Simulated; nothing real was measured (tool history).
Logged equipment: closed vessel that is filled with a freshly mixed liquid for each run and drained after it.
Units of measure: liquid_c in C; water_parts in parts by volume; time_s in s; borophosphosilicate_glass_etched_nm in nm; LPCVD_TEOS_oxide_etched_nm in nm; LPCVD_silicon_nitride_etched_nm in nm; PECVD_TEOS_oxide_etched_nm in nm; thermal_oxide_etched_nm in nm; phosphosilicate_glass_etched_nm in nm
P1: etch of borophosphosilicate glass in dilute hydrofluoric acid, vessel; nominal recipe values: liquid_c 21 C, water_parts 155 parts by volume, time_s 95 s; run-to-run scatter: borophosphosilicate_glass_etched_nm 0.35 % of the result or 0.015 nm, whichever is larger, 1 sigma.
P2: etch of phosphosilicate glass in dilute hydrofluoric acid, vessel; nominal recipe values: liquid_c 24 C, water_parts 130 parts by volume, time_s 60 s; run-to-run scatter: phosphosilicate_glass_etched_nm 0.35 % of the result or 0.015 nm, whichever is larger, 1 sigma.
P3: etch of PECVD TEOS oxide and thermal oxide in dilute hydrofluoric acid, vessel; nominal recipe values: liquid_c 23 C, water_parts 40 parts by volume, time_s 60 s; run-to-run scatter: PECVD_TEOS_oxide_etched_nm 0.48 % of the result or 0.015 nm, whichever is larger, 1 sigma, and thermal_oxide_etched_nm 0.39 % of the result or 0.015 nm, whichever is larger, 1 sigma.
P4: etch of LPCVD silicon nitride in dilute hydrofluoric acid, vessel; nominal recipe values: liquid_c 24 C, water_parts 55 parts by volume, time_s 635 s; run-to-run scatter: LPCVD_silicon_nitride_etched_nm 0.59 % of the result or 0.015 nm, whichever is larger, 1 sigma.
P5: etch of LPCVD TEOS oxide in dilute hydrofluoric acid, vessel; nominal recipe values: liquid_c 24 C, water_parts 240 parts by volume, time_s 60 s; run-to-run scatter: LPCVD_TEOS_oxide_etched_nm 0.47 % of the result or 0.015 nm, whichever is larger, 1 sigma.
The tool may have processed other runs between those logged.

run,hour,process,liquid_c,water_parts,time_s,hours since the thermometer was replaced,hours since the hydrofluoric acid flow meter was replaced,borophosphosilicate_glass_etched_nm,LPCVD_TEOS_oxide_etched_nm,LPCVD_silicon_nitride_etched_nm,PECVD_TEOS_oxide_etched_nm,thermal_oxide_etched_nm,phosphosilicate_glass_etched_nm
1,6.2,P1,21,155,95,1322.6,397.3,28.929,,,,,
2,14.2,P5,32,240,60,1330.6,405.3,,15.255,,,,
3,19.7,P5,24,60,60,1336.1,410.8,,57.165,,,,
4,28,P5,24,240,60,1344.4,419.1,,11.588,,,,
5,34,P1,21,155,95,1350.4,425.1,29.097,,,,,
6,43,P4,24,55,635,1359.4,434.1,,,6.2251,,,
7,47.5,P3,23,40,30,1363.9,438.6,,,,21.977,3.7502,
# hour 50.3: hydrofluoric acid flow meter replaced
8,54.3,P1,28,255,95,1370.7,4.1,20.451,,,,,
9,58.9,P3,26.5,40,60,1375.3,8.7,,,,51.221,8.6653,
10,65.3,P1,21,155,180,1381.7,15.1,55.342,,,,,
11,72,P5,24,240,30,1388.4,21.8,,5.791,,,,
12,79.4,P2,24,35,60,1395.8,29.2,,,,,,241.32
13,87.2,P1,21,155,95,1403.6,37,29.107,,,,,
14,95.6,P4,30.5,55,635,1412,45.4,,,9.5231,,,
15,101.6,P2,24,130,60,1418,51.4,,,,,,57.877
16,110.1,P1,21,155,95,1426.5,59.9,28.96,,,,,
17,117.1,P4,24,20,635,1433.5,66.9,,,16.559,,,
18,124.1,P5,24,240,60,1440.5,73.9,,11.589,,,,
19,131.5,P1,17,155,95,1447.9,81.3,24.707,,,,,
20,137.3,P1,27,155,95,1453.7,87.1,36.617,,,,,
21,143.4,P2,29,130,60,1459.8,93.2,,,,,,69.627
22,150.2,P3,23,70,60,1466.6,100,,,,24.105,4.0931,
23,154.7,P2,24,130,30,1471.1,104.5,,,,,,28.881
24,158.9,P2,24,130,60,1475.3,108.7,,,,,,57.675
25,163.3,P1,21,155,95,1479.7,113.1,29.214,,,,,
26,167.7,P4,24,55,350,1484.1,117.5,,,3.4528,,,
27,171.8,P1,17,45,95,1488.2,121.6,95.607,,,,,
28,178.3,P1,21,155,30,1494.7,128.1,9.1703,,,,,
29,183.1,P3,23,40,60,1499.5,132.9,,,,44.118,7.5188,
30,187.5,P1,21,65,95,1503.9,137.3,76.66,,,,,
31,195.2,P1,21,285,95,1511.6,145,13.935,,,,,
32,202.8,P1,24.5,155,130,1519.2,152.6,45.73,,,,,
33,210.8,P1,21,155,95,1527.2,160.6,29.092,,,,,
34,216.2,P1,21,155,95,1532.6,166,28.302,,,,,
35,223.8,P1,21,155,95,1540.2,173.6,27.707,,,,,
36,229.1,P1,21,155,95,1545.5,178.9,27.387,,,,,
37,237.4,P1,21,155,95,1553.8,187.2,27.072,,,,,

Estimate the outcome of run 38 from the log above:
38,245.4,P1,21,155,95,1561.8,195.2,?,,,,,

{"run 38": {"borophosphosilicate_glass_etched_nm": 26.929}}
